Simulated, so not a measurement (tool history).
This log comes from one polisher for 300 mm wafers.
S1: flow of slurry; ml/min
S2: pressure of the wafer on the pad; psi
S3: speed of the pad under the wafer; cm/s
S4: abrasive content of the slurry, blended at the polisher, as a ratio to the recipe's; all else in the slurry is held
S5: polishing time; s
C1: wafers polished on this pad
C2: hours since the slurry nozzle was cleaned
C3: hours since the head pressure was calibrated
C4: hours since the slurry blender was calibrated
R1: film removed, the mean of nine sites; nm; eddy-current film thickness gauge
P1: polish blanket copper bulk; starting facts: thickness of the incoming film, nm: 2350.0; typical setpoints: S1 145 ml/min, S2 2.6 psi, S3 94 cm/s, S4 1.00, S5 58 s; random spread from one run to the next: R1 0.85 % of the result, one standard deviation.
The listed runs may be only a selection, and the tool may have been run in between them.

Run 1, hour 2.3: S1 145 ml/min, S2 2.6 psi, S3 94 cm/s, S4 1.00, S5 58 s; C1 159; C2 167.5; C3 569.1; C4 232.5. Result: R1 493.58 nm.
Run 2, hour 4.9: S1 145 ml/min, S2 2.6 psi, S3 94 cm/s, S4 1.00, S5 29 s; C1 185; C2 170.1; C3 571.7; C4 235.1. Result: R1 246.17 nm.
Run 3, hour 7.6: S1 145 ml/min, S2 2.6 psi, S3 94 cm/s, S4 1.00, S5 58 s; C1 213; C2 172.8; C3 574.4; C4 237.8. Result: R1 498.43 nm.
Run 4, hour 10.6: S1 145 ml/min, S2 1.9 psi, S3 94 cm/s, S4 1.00, S5 58 s; C1 243; C2 175.8; C3 577.4; C4 240.8. Result: R1 359.24 nm.
Run 5, hour 13.6: S1 145 ml/min, S2 2.6 psi, S3 42 cm/s, S4 1.00, S5 58 s; C1 274; C2 178.8; C3 580.4; C4 243.8. Result: R1 220.09 nm.
Run 6, hour 17.3: S1 145 ml/min, S2 2.6 psi, S3 94 cm/s, S4 1.00, S5 58 s; C1 312; C2 182.5; C3 584.1; C4 247.5. Result: R1 488.25 nm.
Run 7, hour 20.9: S1 145 ml/min, S2 2.6 psi, S3 94 cm/s, S4 1.45, S5 58 s; C1 348; C2 186.1; C3 587.7; C4 251.1. Result: R1 539.48 nm.
Run 8, hour 25.2: S1 145 ml/min, S2 2.6 psi, S3 94 cm/s, S4 1.00, S5 89 s; C1 392; C2 190.4; C3 592.0; C4 255.4. Result: R1 761.00 nm.
Run 9, hour 27.5: S1 145 ml/min, S2 2.6 psi, S3 134 cm/s, S4 1.00, S5 58 s; C1 416; C2 192.7; C3 594.3; C4 257.7. Result: R1 697.40 nm.
Run 10, hour 32.1: S1 145 ml/min, S2 2.6 psi, S3 94 cm/s, S4 1.00, S5 58 s; C1 463; C2 197.3; C3 598.9; C4 262.3. Result: R1 497.58 nm.
Run 11, hour 34.3: S1 210 ml/min, S2 2.6 psi, S3 94 cm/s, S4 1.00, S5 58 s; C1 485; C2 199.5; C3 601.1; C4 264.5. Result: R1 513.89 nm.
Run 12, hour 38.5: S1 145 ml/min, S2 3.5 psi, S3 94 cm/s, S4 1.00, S5 58 s; C1 528; C2 203.7; C3 605.3; C4 268.7. Result: R1 668.32 nm.
Run 13, hour 42.7: S1 100 ml/min, S2 2.6 psi, S3 94 cm/s, S4 1.00, S5 58 s; C1 571; C2 207.9; C3 609.5; C4 272.9. Result: R1 452.88 nm.
Run 14, hour 45.5: S1 145 ml/min, S2 2.6 psi, S3 94 cm/s, S4 1.00, S5 58 s; C1 599; C2 210.7; C3 612.3; C4 275.7. Result: R1 484.48 nm.
Run 15, hour 48.5: S1 145 ml/min, S2 2.6 psi, S3 94 cm/s, S4 1.00, S5 58 s; C1 630; C2 213.7; C3 615.3; C4 278.7. Result: R1 492.55 nm.
Run 16, hour 50.6: S1 145 ml/min, S2 2.6 psi, S3 94 cm/s, S4 0.65, S5 58 s; C1 651; C2 215.8; C3 617.4; C4 280.8. Result: R1 451.55 nm.
Run 17, hour 53.7: S1 100 ml/min, S2 2.6 psi, S3 136 cm/s, S4 1.00, S5 58 s; C1 683; C2 218.9; C3 620.5; C4 283.9. Result: R1 660.73 nm.
Run 18, hour 57.9: S1 145 ml/min, S2 2.6 psi, S3 94 cm/s, S4 1.00, S5 58 s; C1 726; C2 223.1; C3 624.7; C4 288.1. Result: R1 496.14 nm.
Run 19, hour 62.2: S1 145 ml/min, S2 2.6 psi, S3 94 cm/s, S4 1.00, S5 58 s; C1 770; C2 227.4; C3 629.0; C4 292.4. Result: R1 476.57 nm.
Run 20, hour 65.2: S1 145 ml/min, S2 2.6 psi, S3 94 cm/s, S4 1.00, S5 58 s; C1 800; C2 230.4; C3 632.0; C4 295.4. Result: R1 470.06 nm.
Run 21, hour 68.1: S1 145 ml/min, S2 2.6 psi, S3 94 cm/s, S4 1.00, S5 58 s; C1 830; C2 233.3; C3 634.9; C4 298.3. Result: R1 463.72 nm.
Run 22, hour 71.0: S1 145 ml/min, S2 2.6 psi, S3 94 cm/s, S4 1.00, S5 58 s; C1 859; C2 236.2; C3 637.8; C4 301.2. Result: R1 453.77 nm.
Run 23, hour 73.5: S1 145 ml/min, S2 2.6 psi, S3 94 cm/s, S4 1.00, S5 58 s; C1 885; C2 238.7; C3 640.3; C4 303.7. Result: R1 452.85 nm.
At hour 73.8: head pressure recalibrated.
Run 24, hour 77.0: S1 145 ml/min, S2 2.6 psi, S3 94 cm/s, S4 1.00, S5 58 s; C1 920; C2 242.2; C3 3.3; C4 307.2. Result: R1 455.58 nm.
At hour 78.3: slurry blender recalibrated.
Run 25, hour 80.7: S1 145 ml/min, S2 2.6 psi, S3 94 cm/s, S4 1.00, S5 58 s; C1 958; C2 245.9; C3 7.0; C4 2.5. Result: R1 449.53 nm.
Run 26, hour 84.8: S1 145 ml/min, S2 2.6 psi, S3 94 cm/s, S4 1.00, S5 58 s; C1 1000; C2 250.0; C3 11.1; C4 6.6. Result: R1 442.33 nm.
Run 27, hour 89.2: S1 145 ml/min, S2 2.6 psi, S3 94 cm/s, S4 1.00, S5 58 s; C1 1045; C2 254.4; C3 15.5; C4 11.0. Result: R1 449.67 nm.
Run 28, hour 91.3: S1 145 ml/min, S2 2.6 psi, S3 94 cm/s, S4 1.00, S5 58 s; C1 1066; C2 256.5; C3 17.6; C4 13.1. Result: R1 438.99 nm.

What P1 gives has crept off from where it sat before. The 2 causes that follow fit the log equally well, each at the size noted:
A: slurry flow missing at the pad, % = 37.5
B: removal rate lost through wear of the pad, % = 9.97
At approximately hour 57.9, the process output began to creep.
Every other cause this tool's parts could produce, and why it does not fit the log:
head's pressure below its setpoint, %: work on it at hour 73.8, done after the drift set in, did not restore what the process gave before
abrasive missing from the slurry, %: work on it at hour 78.3, done after the drift set in, did not restore what the process gave before

Which of the check runs below tells the causes apart, meaning the causes would give it clearly different results? Each run uses 5 wafers whose results are averaged, and each result is shown as a question mark.
Run check 1, hour 93.4: S1 145 ml/min, S2 2.6 psi, S3 48 cm/s, S4 1.00, S5 58 s. Result: R1 ?.
Run check 2, hour 93.4: S1 200 ml/min, S2 2.6 psi, S3 122 cm/s, S4 1.00, S5 58 s. Result: R1 ?.
Run check 3, hour 93.4: S1 145 ml/min, S2 3.5 psi, S3 46 cm/s, S4 1.00, S5 58 s. Result: R1 ?.
Run check 4, hour 93.4: S1 145 ml/min, S2 2.6 psi, S3 94 cm/s, S4 1.35, S5 74 s. Result: R1 ?.

If the cause were each of the candidates in turn, the checks would give the following:
  check  result    if A    if B
check 1      R1  226.63  226.60
check 2      R1  621.76  605.33
check 3      R1  292.37  292.33
check 4      R1  604.55  604.46
Per check, the gap between the least separated pair of causes, taken in the result that splits them most: check 1 0.01 %; check 2 2.68 %; check 3 0.01 %; check 4 0.01 %
Check 2 distinguishes between the causes, while the remaining checks would return nearly the same result for all of them.

Running check 2 produced the following: R1 619.46 nm. Which one of the listed causes fits?

Of the candidate causes, it is A: slurry flow missing at the pad, %.
